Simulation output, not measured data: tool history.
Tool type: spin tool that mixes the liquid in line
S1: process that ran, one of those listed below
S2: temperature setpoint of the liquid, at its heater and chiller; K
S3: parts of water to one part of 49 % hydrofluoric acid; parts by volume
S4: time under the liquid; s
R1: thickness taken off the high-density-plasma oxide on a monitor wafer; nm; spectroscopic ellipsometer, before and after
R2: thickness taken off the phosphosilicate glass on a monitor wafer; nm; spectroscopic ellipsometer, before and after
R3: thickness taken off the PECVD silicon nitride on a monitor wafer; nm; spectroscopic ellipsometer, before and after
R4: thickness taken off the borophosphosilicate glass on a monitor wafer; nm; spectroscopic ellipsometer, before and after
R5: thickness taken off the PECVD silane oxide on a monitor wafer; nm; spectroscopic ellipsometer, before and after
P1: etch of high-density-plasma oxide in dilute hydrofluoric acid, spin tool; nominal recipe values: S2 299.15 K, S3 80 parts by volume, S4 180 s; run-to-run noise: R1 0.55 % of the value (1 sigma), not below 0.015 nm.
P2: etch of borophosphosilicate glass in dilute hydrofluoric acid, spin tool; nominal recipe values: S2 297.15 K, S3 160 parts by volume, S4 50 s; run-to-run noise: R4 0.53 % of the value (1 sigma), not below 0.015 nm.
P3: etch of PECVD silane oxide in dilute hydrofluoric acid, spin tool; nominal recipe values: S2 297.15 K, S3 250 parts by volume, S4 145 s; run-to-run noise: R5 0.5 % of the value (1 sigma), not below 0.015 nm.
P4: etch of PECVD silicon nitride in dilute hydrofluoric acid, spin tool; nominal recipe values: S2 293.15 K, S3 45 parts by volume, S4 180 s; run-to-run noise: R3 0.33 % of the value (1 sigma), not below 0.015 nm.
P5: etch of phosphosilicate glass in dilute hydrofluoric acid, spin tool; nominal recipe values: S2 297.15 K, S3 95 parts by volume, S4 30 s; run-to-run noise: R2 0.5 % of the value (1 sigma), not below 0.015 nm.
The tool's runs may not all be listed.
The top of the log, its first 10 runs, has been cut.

{"run": 11, "hour": 40.7, "S1": "P2", "S2": 297.15, "S3": 225, "S4": 50, "R4": 10.488}
{"run": 12, "hour": 45.1, "S1": "P1", "S2": 299.15, "S3": 80, "S4": 180, "R1": 12.321}
{"run": 13, "hour": 49.2, "S1": "P1", "S2": 295.15, "S3": 50, "S4": 180, "R1": 17.503}
{"run": 14, "hour": 51.6, "S1": "P2", "S2": 297.15, "S3": 160, "S4": 50, "R4": 15.933}
{"run": 15, "hour": 54.1, "S1": "P1", "S2": 299.15, "S3": 135, "S4": 180, "R1": 6.9118}
{"run": 16, "hour": 58.4, "S1": "P1", "S2": 299.15, "S3": 80, "S4": 180, "R1": 12.435}
{"run": 17, "hour": 62.8, "S1": "P4", "S2": 290.15, "S3": 45, "S4": 180, "R3": 8.0212}
{"run": 18, "hour": 66.4, "S1": "P4", "S2": 293.15, "S3": 45, "S4": 180, "R3": 9.8566}
{"run": 19, "hour": 70.3, "S1": "P5", "S2": 292.65, "S3": 95, "S4": 30, "R2": 36.525}
{"run": 20, "hour": 73.5, "S1": "P3", "S2": 291.15, "S3": 250, "S4": 145, "R5": 8.5496}
{"run": 21, "hour": 78.1, "S1": "P1", "S2": 299.15, "S3": 80, "S4": 180, "R1": 12.593}
{"run": 22, "hour": 80.6, "S1": "P1", "S2": 291.15, "S3": 80, "S4": 180, "R1": 9.0405}
{"run": 23, "hour": 85.6, "S1": "P1", "S2": 299.15, "S3": 80, "S4": 180, "R1": 12.46}
{"run": 24, "hour": 89.4, "S1": "P5", "S2": 297.15, "S3": 130, "S4": 30, "R2": 30.926}
{"run": 25, "hour": 94.0, "S1": "P5", "S2": 297.15, "S3": 95, "S4": 15, "R2": 21.982}
{"run": 26, "hour": 97.7, "S1": "P1", "S2": 299.15, "S3": 80, "S4": 100, "R1": 6.9201}
{"run": 27, "hour": 102.7, "S1": "P2", "S2": 301.15, "S3": 160, "S4": 50, "R4": 18.438}
{"run": 28, "hour": 105.8, "S1": "P3", "S2": 297.15, "S3": 355, "S4": 145, "R5": 6.8166}

Run 29, settings as shown, results not yet in. Your forecast:
{"run": 29, "hour": 110.3, "S1": "P1", "S2": 307.15, "S3": 80, "S4": 180, "R1": "?"}

{"run 29": {"R1": 16.866}}

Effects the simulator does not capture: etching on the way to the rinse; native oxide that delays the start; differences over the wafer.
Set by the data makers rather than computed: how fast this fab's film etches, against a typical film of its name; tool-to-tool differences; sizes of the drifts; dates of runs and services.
